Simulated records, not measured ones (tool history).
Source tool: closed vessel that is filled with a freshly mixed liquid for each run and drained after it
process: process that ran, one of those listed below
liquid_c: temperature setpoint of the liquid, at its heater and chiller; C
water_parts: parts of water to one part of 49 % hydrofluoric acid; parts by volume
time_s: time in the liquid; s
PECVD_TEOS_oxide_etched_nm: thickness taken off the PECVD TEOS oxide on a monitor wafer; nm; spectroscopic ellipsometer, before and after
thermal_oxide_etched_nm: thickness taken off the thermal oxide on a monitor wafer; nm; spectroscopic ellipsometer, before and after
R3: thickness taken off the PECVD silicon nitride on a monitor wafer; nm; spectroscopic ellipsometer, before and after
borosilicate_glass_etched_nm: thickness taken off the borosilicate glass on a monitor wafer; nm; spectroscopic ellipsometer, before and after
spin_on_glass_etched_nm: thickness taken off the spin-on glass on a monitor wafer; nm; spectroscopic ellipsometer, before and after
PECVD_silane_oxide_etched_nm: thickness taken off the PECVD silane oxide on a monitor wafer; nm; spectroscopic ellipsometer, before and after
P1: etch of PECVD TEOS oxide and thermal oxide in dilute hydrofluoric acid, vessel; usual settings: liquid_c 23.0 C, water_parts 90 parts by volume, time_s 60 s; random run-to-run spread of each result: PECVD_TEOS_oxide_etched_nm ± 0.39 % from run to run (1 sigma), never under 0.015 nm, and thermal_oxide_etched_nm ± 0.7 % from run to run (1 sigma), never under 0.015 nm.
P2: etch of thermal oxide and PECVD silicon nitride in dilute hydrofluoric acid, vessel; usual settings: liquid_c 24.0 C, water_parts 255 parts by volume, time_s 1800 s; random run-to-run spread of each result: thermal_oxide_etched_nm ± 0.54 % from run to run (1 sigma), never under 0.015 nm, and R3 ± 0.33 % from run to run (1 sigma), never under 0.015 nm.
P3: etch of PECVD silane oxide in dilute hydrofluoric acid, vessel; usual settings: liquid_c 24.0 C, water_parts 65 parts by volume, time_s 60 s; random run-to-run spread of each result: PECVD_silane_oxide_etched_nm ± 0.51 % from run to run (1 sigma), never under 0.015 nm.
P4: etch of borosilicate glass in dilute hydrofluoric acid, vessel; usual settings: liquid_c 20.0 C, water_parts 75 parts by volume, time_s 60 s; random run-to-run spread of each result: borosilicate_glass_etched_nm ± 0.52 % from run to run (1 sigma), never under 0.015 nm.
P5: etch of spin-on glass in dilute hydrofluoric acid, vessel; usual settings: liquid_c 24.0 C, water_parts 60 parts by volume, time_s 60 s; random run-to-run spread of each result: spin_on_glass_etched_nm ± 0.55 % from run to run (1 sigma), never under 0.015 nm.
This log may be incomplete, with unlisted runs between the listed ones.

run 1 hour=6.0 | process=P1 liquid_c=23.0 water_parts=90 time_s=60 | PECVD_TEOS_oxide_etched_nm=13.1540 thermal_oxide_etched_nm=3.0758
run 2 hour=9.8 | process=P2 liquid_c=24.0 water_parts=255 time_s=1800 | thermal_oxide_etched_nm=29.1560 R3=11.949
run 3 hour=17.5 | process=P4 liquid_c=20.0 water_parts=25 time_s=60 | borosilicate_glass_etched_nm=79.396
run 4 hour=26.0 | process=P1 liquid_c=23.0 water_parts=90 time_s=60 | PECVD_TEOS_oxide_etched_nm=13.1830 thermal_oxide_etched_nm=3.1398
run 5 hour=32.9 | process=P5 liquid_c=24.0 water_parts=20 time_s=60 | spin_on_glass_etched_nm=137.310
run 6 hour=38.9 | process=P2 liquid_c=24.0 water_parts=135 time_s=1800 | thermal_oxide_etched_nm=62.6410 R3=22.293
run 7 hour=46.9 | process=P3 liquid_c=24.0 water_parts=65 time_s=60 | PECVD_silane_oxide_etched_nm=47.160
run 8 hour=53.3 | process=P4 liquid_c=28.5 water_parts=75 time_s=60 | borosilicate_glass_etched_nm=35.296
run 9 hour=58.2 | process=P1 liquid_c=23.0 water_parts=40 time_s=30 | PECVD_TEOS_oxide_etched_nm=15.8870 thermal_oxide_etched_nm=3.6945
run 10 hour=65.6 | process=P4 liquid_c=20.0 water_parts=75 time_s=60 | borosilicate_glass_etched_nm=25.075
run 11 hour=71.5 | process=P1 liquid_c=23.0 water_parts=90 time_s=60 | PECVD_TEOS_oxide_etched_nm=13.1820 thermal_oxide_etched_nm=3.1473
run 12 hour=78.9 | process=P1 liquid_c=23.0 water_parts=90 time_s=110 | PECVD_TEOS_oxide_etched_nm=24.1740 thermal_oxide_etched_nm=5.6463
run 13 hour=87.0 | process=P2 liquid_c=24.0 water_parts=255 time_s=2880 | thermal_oxide_etched_nm=47.2630 R3=19.080
run 14 hour=92.6 | process=P1 liquid_c=23.0 water_parts=90 time_s=60 | PECVD_TEOS_oxide_etched_nm=13.1380 thermal_oxide_etched_nm=3.1546
run 15 hour=97.4 | process=P1 liquid_c=30.5 water_parts=130 time_s=60 | PECVD_TEOS_oxide_etched_nm=11.5390 thermal_oxide_etched_nm=2.7117
run 16 hour=105.3 | process=P2 liquid_c=31.5 water_parts=255 time_s=1800 | thermal_oxide_etched_nm=37.5470 R3=18.538
run 17 hour=111.0 | process=P3 liquid_c=19.5 water_parts=65 time_s=60 | PECVD_silane_oxide_etched_nm=38.644
run 18 hour=115.5 | process=P1 liquid_c=23.0 water_parts=90 time_s=60 | PECVD_TEOS_oxide_etched_nm=13.2010 thermal_oxide_etched_nm=3.0822
run 19 hour=119.8 | process=P1 liquid_c=30.5 water_parts=90 time_s=60 | PECVD_TEOS_oxide_etched_nm=17.5200 thermal_oxide_etched_nm=4.2442
run 20 hour=124.4 | process=P1 liquid_c=23.0 water_parts=30 time_s=60 | PECVD_TEOS_oxide_etched_nm=42.7610 thermal_oxide_etched_nm=10.0440
run 21 hour=128.2 | process=P1 liquid_c=23.0 water_parts=165 time_s=60 | PECVD_TEOS_oxide_etched_nm=6.6291 thermal_oxide_etched_nm=1.5527
run 22 hour=136.4 | process=P3 liquid_c=24.0 water_parts=65 time_s=120 | PECVD_silane_oxide_etched_nm=93.949
run 23 hour=141.0 | process=P1 liquid_c=23.0 water_parts=90 time_s=30 | PECVD_TEOS_oxide_etched_nm=6.5379 thermal_oxide_etched_nm=1.5441
run 24 hour=147.8 | process=P5 liquid_c=24.0 water_parts=60 time_s=110 | spin_on_glass_etched_nm=77.727
run 25 hour=153.0 | process=P5 liquid_c=24.0 water_parts=60 time_s=60 | spin_on_glass_etched_nm=42.741
run 26 hour=158.9 | process=P4 liquid_c=20.0 water_parts=75 time_s=115 | borosilicate_glass_etched_nm=47.962
run 27 hour=162.8 | process=P3 liquid_c=24.0 water_parts=65 time_s=60 | PECVD_silane_oxide_etched_nm=46.835
run 28 hour=166.6 | process=P1 liquid_c=19.0 water_parts=90 time_s=60 | PECVD_TEOS_oxide_etched_nm=11.1300 thermal_oxide_etched_nm=2.6596
run 29 hour=173.8 | process=P5 liquid_c=29.5 water_parts=60 time_s=60 | spin_on_glass_etched_nm=53.644
run 30 hour=178.3 | process=P1 liquid_c=27.0 water_parts=120 time_s=60 | PECVD_TEOS_oxide_etched_nm=11.0540 thermal_oxide_etched_nm=2.6324
run 31 hour=183.8 | process=P3 liquid_c=24.0 water_parts=20 time_s=60 | PECVD_silane_oxide_etched_nm=161.730
run 32 hour=190.3 | process=P1 liquid_c=23.0 water_parts=90 time_s=60 | PECVD_TEOS_oxide_etched_nm=13.0560 thermal_oxide_etched_nm=3.1401
run 33 hour=198.6 | process=P1 liquid_c=23.0 water_parts=90 time_s=60 | PECVD_TEOS_oxide_etched_nm=12.6770 thermal_oxide_etched_nm=3.0632
run 34 hour=204.4 | process=P1 liquid_c=23.0 water_parts=90 time_s=60 | PECVD_TEOS_oxide_etched_nm=12.5750 thermal_oxide_etched_nm=2.9303
run 35 hour=210.8 | process=P1 liquid_c=23.0 water_parts=90 time_s=60 | PECVD_TEOS_oxide_etched_nm=12.4360 thermal_oxide_etched_nm=2.9241
run 36 hour=215.7 | process=P1 liquid_c=23.0 water_parts=90 time_s=60 | PECVD_TEOS_oxide_etched_nm=12.4040 thermal_oxide_etched_nm=2.9189
run 37 hour=221.4 | process=P1 liquid_c=23.0 water_parts=90 time_s=60 | PECVD_TEOS_oxide_etched_nm=12.3040 thermal_oxide_etched_nm=2.9187
run 38 hour=227.2 | process=P1 liquid_c=23.0 water_parts=90 time_s=60 | PECVD_TEOS_oxide_etched_nm=12.4240 thermal_oxide_etched_nm=2.8993
run 39 hour=232.7 | process=P1 liquid_c=23.0 water_parts=90 time_s=60 | PECVD_TEOS_oxide_etched_nm=12.2860 thermal_oxide_etched_nm=2.8914
run 40 hour=240.6 | process=P1 liquid_c=23.0 water_parts=90 time_s=60 | PECVD_TEOS_oxide_etched_nm=12.2640 thermal_oxide_etched_nm=2.8864
run 41 hour=246.0 | process=P1 liquid_c=23.0 water_parts=90 time_s=60 | PECVD_TEOS_oxide_etched_nm=12.3030 thermal_oxide_etched_nm=2.8907

The output of P1 has drifted from where it used to be. Each of the 2 causes below, taken at the size shown beside it, accounts for the log equally well:
A: liquid colder than its thermometer reads (K) = 1.84
B: hydrofluoric acid flow below the setpoint (%) = 6.48
The drift started at roughly hour 190.3.

Below are 4 check runs, each on a single wafer, with their results shown as question marks. Which of them would tell the listed causes apart, meaning the causes would give clearly different results under it?
run check 1 hour=251.4 | process=P2 liquid_c=31.5 water_parts=255 time_s=1800 | thermal_oxide_etched_nm=? R3=?
run check 2 hour=251.4 | process=P5 liquid_c=24.0 water_parts=60 time_s=110 | spin_on_glass_etched_nm=?
run check 3 hour=251.4 | process=P4 liquid_c=28.0 water_parts=75 time_s=60 | borosilicate_glass_etched_nm=?
run check 4 hour=251.4 | process=P3 liquid_c=24.0 water_parts=20 time_s=60 | PECVD_silane_oxide_etched_nm=?

What every check run would give for each of its results, assuming each possible cause in turn:
check=check_1 result=thermal_oxide_etched_nm if_A=35.4440 if_B=34.4960
check=check_1 result=R3 if_A=16.783 if_B=17.426
check=check_2 result=spin_on_glass_etched_nm if_A=72.874 if_B=73.110
check=check_3 result=borosilicate_glass_etched_nm if_A=32.214 if_B=32.150
check=check_4 result=PECVD_silane_oxide_etched_nm if_A=149.650 if_B=151.020
How far apart the two closest causes lie, in the result that separates them most: check 1 3.76 %; check 2 0.32 %; check 3 0.2 %; check 4 0.91 %
Check 1 is the one run that separates the causes; every other check would come out nearly the same whichever cause is at work.

Check 1 has now been run. It gave: thermal_oxide_etched_nm 34.7840 nm; R3 17.494 nm. Which of the candidate causes is it?

It is B: hydrofluoric acid flow below the setpoint (%).
